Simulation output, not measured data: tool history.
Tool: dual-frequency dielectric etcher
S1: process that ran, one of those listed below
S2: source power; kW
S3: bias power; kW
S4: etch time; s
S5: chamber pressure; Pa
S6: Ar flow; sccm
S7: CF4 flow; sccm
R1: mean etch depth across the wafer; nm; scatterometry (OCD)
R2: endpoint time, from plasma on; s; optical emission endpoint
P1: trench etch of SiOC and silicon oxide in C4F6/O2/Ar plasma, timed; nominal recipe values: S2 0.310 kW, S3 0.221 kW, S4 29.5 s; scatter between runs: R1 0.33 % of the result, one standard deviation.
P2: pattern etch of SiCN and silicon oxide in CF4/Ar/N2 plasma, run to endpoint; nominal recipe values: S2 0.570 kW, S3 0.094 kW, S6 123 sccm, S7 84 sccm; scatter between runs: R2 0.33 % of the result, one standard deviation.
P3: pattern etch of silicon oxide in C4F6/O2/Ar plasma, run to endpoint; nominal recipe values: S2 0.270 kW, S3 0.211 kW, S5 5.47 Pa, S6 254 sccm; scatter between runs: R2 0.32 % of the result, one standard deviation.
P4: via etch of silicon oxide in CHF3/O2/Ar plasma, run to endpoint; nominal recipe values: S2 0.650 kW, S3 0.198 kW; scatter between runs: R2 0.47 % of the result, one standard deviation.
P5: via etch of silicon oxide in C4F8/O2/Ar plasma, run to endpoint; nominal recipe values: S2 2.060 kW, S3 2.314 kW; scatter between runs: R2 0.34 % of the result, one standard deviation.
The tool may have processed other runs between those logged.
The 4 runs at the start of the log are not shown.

run,hour,S1,S2,S3,S4,S5,S6,S7,R1,R2
5,51.4,P2,0.570,0.094,,,123,54,,13.6380
6,64.5,P3,0.270,0.211,,7.67,254,,,9.6813
7,73.8,P1,0.310,0.275,29.5,,,,64.893,
8,89.0,P2,0.570,0.067,,,123,84,,14.3830
9,96.2,P3,0.270,0.252,,5.47,254,,,8.7607
10,103.5,P5,2.060,2.314,,,,,,153.7800
11,112.5,P1,0.310,0.221,29.5,,,,60.084,
12,127.7,P1,0.310,0.221,29.5,,,,59.738,
13,138.6,P4,0.650,0.198,,,,,,265.7400
14,147.7,P4,0.650,0.140,,,,,,297.4400
15,156.3,P5,2.060,2.314,,,,,,153.9600
16,163.5,P1,0.310,0.175,29.5,,,,55.542,
17,178.7,P3,0.270,0.211,,5.47,254,,,9.2905
18,187.9,P4,0.850,0.198,,,,,,239.3300
19,200.9,P1,0.310,0.221,36.5,,,,74.442,
20,209.9,P2,0.570,0.094,,,84,84,,12.1620
21,219.0,P1,0.190,0.221,29.5,,,,49.770,
22,233.7,P3,0.270,0.211,,5.47,254,,,9.2574
23,246.4,P3,0.360,0.211,,5.47,254,,,8.2874

Run 24 is up next; what results do you expect?
24,258.2,P1,0.420,0.221,19.5,,,,?,

{"run 24": {"R1": 44.614}}
